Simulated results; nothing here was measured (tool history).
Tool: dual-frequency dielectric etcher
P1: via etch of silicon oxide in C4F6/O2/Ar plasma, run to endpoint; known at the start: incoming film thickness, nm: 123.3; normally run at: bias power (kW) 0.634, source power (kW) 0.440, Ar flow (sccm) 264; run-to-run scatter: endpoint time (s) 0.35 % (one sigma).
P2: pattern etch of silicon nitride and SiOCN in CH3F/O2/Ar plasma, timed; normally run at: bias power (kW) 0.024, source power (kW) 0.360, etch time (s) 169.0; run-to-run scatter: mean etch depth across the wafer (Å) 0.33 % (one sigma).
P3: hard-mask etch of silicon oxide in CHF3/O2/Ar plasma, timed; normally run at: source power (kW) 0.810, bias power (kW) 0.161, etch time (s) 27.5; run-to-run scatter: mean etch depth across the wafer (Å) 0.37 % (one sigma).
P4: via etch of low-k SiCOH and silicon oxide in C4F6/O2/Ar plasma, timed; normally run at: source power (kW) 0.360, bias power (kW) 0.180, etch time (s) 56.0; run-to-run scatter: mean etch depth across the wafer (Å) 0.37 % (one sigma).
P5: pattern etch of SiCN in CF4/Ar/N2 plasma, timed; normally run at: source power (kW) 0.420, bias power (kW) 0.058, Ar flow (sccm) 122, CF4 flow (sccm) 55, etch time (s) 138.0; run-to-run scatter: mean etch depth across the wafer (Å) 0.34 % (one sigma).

run   hour  process that ran  bias power (kW)  source power (kW)  Ar flow (sccm)  etch time (s)  CF4 flow (sccm)  hours since the last wet clean  hours since the last bias power generator calibration  hours since the last source power generator calibration  hours since the last Ar flow controller change  endpoint time (s)  mean etch depth across the wafer (Å)
  1    5.3                P1            0.634              0.440             264                                                           152.9                                                 1431.5                                                   1612.4                                           253.4             23.580
  2    9.1                P1            0.634              0.440             264                                                           156.7                                                 1435.3                                                   1616.2                                           257.2             23.484
  3   16.1                P3            0.161              0.810                           21.0                                            163.7                                                 1442.3                                                   1623.2                                           264.2                                                   439.39
  4   21.1                P1            0.634              0.440             209                                                           168.7                                                 1447.3                                                   1628.2                                           269.2             23.184
  5   27.5                P3            0.094              0.810                           27.5                                            175.1                                                 1453.7                                                   1634.6                                           275.6                                                   490.04
  6   32.6                P3            0.161              0.810                           27.5                                            180.2                                                 1458.8                                                   1639.7                                           280.7                                                   578.45
  7   39.5                P2            0.024              0.490                          169.0                                            187.1                                                 1465.7                                                   1646.6                                           287.6                                                   248.63
  8   44.3                P1            0.634              0.540             308                                                           191.9                                                 1470.5                                                   1651.4                                           292.4             22.314
  9   51.5                P4            0.180              0.360                           72.5                                            199.1                                                 1477.7                                                   1658.6                                           299.6                                                  1841.40
 10   58.9                P5            0.069              0.420             122          138.0               55                           206.5                                                 1485.1                                                   1666.0                                           307.0                                                  1037.90
 11   67.5                P5            0.058              0.280             122          138.0               55                           215.1                                                 1493.7                                                   1674.6                                           315.6                                                   679.86
 12   71.7                P1            0.487              0.440             264                                                           219.3                                                 1497.9                                                   1678.8                                           319.8             26.055
 13   79.9                P1            0.394              0.440             194                                                           227.5                                                 1506.1                                                   1687.0                                           328.0             27.460
 14   87.8                P1            0.790              0.440             264                                                           235.4                                                 1514.0                                                   1694.9                                           335.9             21.628
 15   94.0                P5            0.058              0.420             122          138.0               55                           241.6                                                 1520.2                                                   1701.1                                           342.1                                                   973.76
 16  100.3                P5            0.058              0.420              96          138.0               55                           247.9                                                 1526.5                                                   1707.4                                           348.4                                                  1013.60
 17  104.3                P4            0.180              0.480                           56.0                                            251.9                                                 1530.5                                                   1711.4                                           352.4                                                  1589.80
 18  109.1                P4            0.180              0.360                           56.0                                            256.7                                                 1535.3                                                   1716.2                                           357.2                                                  1433.70
 19  117.6                P2            0.024              0.360                          217.5                                            265.2                                                 1543.8                                                   1724.7                                           365.7                                                   286.23
 20  122.3                P5            0.058              0.420             122          179.5               55                           269.9                                                 1548.5                                                   1729.4                                           370.4                                                  1266.00
 21  126.5                P3            0.161              1.140                           27.5                                            274.1                                                 1552.7                                                   1733.6                                           374.6                                                   654.43
 22  130.3                P4            0.244              0.360                           56.0                                            277.9                                                 1556.5                                                   1737.4                                           378.4                                                  1579.40
 23  138.3                P1            0.634              0.440             264                                                           285.9                                                 1564.5                                                   1745.4                                           386.4             23.637
 24  146.0                P3            0.161              0.810                           27.5                                            293.6                                                 1572.2                                                   1753.1                                           394.1                                                   574.66
 25  150.1                P1            0.456              0.550             264                                                           297.7                                                 1576.3                                                   1757.2                                           398.2             24.652
 26  157.3                P2            0.024              0.360                          169.0                                            304.9                                                 1583.5                                                   1764.4                                           405.4                                                   223.59
 27  161.0                P1            0.634              0.440             264                                                           308.6                                                 1587.2                                                   1768.1                                           409.1             23.715
 28  167.9                P2            0.018              0.360                          169.0                                            315.5                                                 1594.1                                                   1775.0                                           416.0                                                   196.41
 29  176.1                P1            0.634              0.560             264                                                           323.7                                                 1602.3                                                   1783.2                                           424.2             21.662
 30  183.4                P1            0.634              0.440             264                                                           331.0                                                 1609.6                                                   1790.5                                           431.5             23.776
 31  187.5                P1            0.634              0.440             324                                                           335.1                                                 1613.7                                                   1794.6                                           435.6             24.205
 32  193.5                P2            0.024              0.360                          169.0                                            341.1                                                 1619.7                                                   1800.6                                           441.6                                                   222.59
 33  199.2                P1            0.634              0.350             264                                                           346.8                                                 1625.4                                                   1806.3                                           447.3             25.754
 34  207.6                P5            0.058              0.420             122          138.0               73                           355.2                                                 1633.8                                                   1814.7                                           455.7                                                  1020.70
 35  215.3                P1            0.634              0.440             264                                                           362.9                                                 1641.5                                                   1822.4                                           463.4             23.758
 36  221.5                P1            0.634              0.440             264                                                           369.1                                                 1647.7                                                   1828.6                                           469.6             23.692
 37  226.9                P1            0.634              0.440             264                                                           374.5                                                 1653.1                                                   1834.0                                           475.0             24.015
 38  235.1                P1            0.634              0.440             264                                                           382.7                                                 1661.3                                                   1842.2                                           483.2             24.040
     235.2  -- wet clean of the chamber
 39  239.0                P1            0.634              0.440             264                                                             3.9                                                 1665.2                                                   1846.1                                           487.1             23.901
 40  246.4                P1            0.634              0.440             264                                                            11.3                                                 1672.6                                                   1853.5                                           494.5             23.999
 41  254.5                P1            0.634              0.440             264                                                            19.4                                                 1680.7                                                   1861.6                                           502.6             24.080
 42  259.5                P1            0.634              0.440             264                                                            24.4                                                 1685.7                                                   1866.6                                           507.6             24.098
 43  266.4                P1            0.634              0.440             264                                                            31.3                                                 1692.6                                                   1873.5                                           514.5             24.036
 44  270.3                P1            0.634              0.440             264                                                            35.2                                                 1696.5                                                   1877.4                                           518.4             24.092

What P1 gives has crept away from where it was. These 2 causes fit the log equally well, each at the size given:
A: source power that arrives under what is set, % = 4.64
B: bias power that arrives under what is set, % = 4.42
The creep began at about hour 215.3.
Why every other cause is out:
chamber walls in a state that lowers the etch rate, %: serviced at hour 235.2, which brought nothing back
Ar flow that arrives over what is set, %: at most 8, which would move endpoint time (s) by +0.9 %: too little, or the wrong way

4 check runs are offered, one wafer each, their results left as question marks. Which one tells the causes apart?
check 1  274.2                P5            0.058              0.420             122          138.0               55                                                                                                                                                                                                                                                        ?
check 2  274.2                P4            0.180              0.360                           56.0                                                                                                                                                                                                                                                                         ?
check 3  274.2                P2            0.024              0.360                          169.0                                                                                                                                                                                                                                                                         ?
check 4  274.2                P3            0.161              0.810                           27.5                                                                                                                                                                                                                                                                         ?

What each check would give under each cause:
  check                                result     if A     if B
check 1  mean etch depth across the wafer (Å)   933.97   957.99
check 2  mean etch depth across the wafer (Å)  1400.90  1406.70
check 3  mean etch depth across the wafer (Å)   219.40   218.48
check 4  mean etch depth across the wafer (Å)   564.82   567.06
How far apart the two closest causes lie, in the result that separates them most: check 1 2.54 %; check 2 0.41 %; check 3 0.42 %; check 4 0.4 %
Check 1 tells the causes apart: in the others they would give nearly the same result.

Then check 1 was run and gave: mean etch depth across the wafer (Å) 929.78. Which cause is it?

It is A: source power that arrives under what is set, %.

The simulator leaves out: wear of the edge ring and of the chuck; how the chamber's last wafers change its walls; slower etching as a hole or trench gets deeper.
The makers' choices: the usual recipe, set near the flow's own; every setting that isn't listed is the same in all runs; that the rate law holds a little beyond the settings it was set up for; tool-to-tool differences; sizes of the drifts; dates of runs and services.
